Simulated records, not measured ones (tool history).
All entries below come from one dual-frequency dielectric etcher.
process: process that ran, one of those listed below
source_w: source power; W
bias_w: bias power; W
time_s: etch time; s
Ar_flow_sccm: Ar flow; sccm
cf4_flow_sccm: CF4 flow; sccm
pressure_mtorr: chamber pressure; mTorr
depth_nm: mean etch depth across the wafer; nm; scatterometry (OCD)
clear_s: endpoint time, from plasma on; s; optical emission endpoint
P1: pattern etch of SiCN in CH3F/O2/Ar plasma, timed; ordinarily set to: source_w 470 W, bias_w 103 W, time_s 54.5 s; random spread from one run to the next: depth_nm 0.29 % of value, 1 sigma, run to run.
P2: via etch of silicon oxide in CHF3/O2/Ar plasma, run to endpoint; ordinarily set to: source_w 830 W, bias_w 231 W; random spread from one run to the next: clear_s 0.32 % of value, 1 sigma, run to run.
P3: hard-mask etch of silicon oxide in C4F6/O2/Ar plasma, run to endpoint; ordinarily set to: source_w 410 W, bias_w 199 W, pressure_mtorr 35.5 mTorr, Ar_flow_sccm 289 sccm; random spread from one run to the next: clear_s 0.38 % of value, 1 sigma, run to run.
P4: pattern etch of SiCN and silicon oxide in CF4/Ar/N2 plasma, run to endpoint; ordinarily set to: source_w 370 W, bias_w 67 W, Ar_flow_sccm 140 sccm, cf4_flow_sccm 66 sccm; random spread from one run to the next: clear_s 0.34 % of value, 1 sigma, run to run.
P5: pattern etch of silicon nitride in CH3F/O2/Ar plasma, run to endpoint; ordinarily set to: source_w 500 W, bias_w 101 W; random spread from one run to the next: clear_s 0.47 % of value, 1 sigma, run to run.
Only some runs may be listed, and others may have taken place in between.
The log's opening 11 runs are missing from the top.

run,hour,process,source_w,bias_w,time_s,Ar_flow_sccm,cf4_flow_sccm,pressure_mtorr,hours since the last wet clean,hours since the last source power generator calibration,hours since the last bias power generator calibration,depth_nm,clear_s
12,108.8,P4,370,91,,140,66,,474.2,1022.3,3643.4,,21.31
13,119.2,P2,830,231,,,,,484.6,1032.7,3653.8,,205.23
14,125.5,P1,470,103,54.5,,,,490.9,1039,3660.1,24.806,
15,131.7,P1,470,82,54.5,,,,497.1,1045.2,3666.3,22.89,
16,143.3,P5,590,101,,,,,508.7,1056.8,3677.9,,31.436
17,152.5,P1,560,103,54.5,,,,517.9,1066,3687.1,26.557,
# hour 158.2: wet clean of the chamber
18,160.3,P3,310,199,,289,,35.5,2.2,1073.8,3694.9,,79.768
19,166.2,P2,1100,231,,,,,8.1,1079.7,3700.8,,185.62
20,176.7,P1,470,123,54.5,,,,18.6,1090.2,3711.3,26.605,
21,185.6,P1,470,103,54.5,,,,27.5,1099.1,3720.2,24.795,
22,191.8,P1,560,103,32,,,,33.7,1105.3,3726.4,15.539,
23,201.3,P4,370,67,,187,66,,43.2,1114.8,3735.9,,24.939
24,210.5,P1,470,80,69,,,,52.4,1124,3745.1,28.607,
25,216.7,P1,470,103,30,,,,58.6,1130.2,3751.3,13.763,
26,225.8,P3,410,199,,289,,35.5,67.7,1139.3,3760.4,,71.387
27,232.5,P3,410,125,,289,,35.5,74.4,1146,3767.1,,82.514
28,240.3,P1,470,103,54.5,,,,82.2,1153.8,3774.9,24.853,
29,248.9,P1,470,103,54.5,,,,90.8,1162.4,3783.5,24.77,
30,256.1,P1,340,103,54.5,,,,98,1169.6,3790.7,21.981,
31,264.8,P4,370,67,,140,66,,106.7,1178.3,3799.4,,23.774
32,275,P1,470,103,54.5,,,,116.9,1188.5,3809.6,24.793,
33,280.4,P3,410,199,,289,,48.5,122.3,1193.9,3815,,74.725
34,290.6,P1,470,103,54.5,,,,132.5,1204.1,3825.2,24.755,

For run 35, what comes out?
35,301.3,P1,470,103,54.5,,,,143.2,1214.8,3835.9,?,

{"run 35": {"depth_nm": 24.983}}
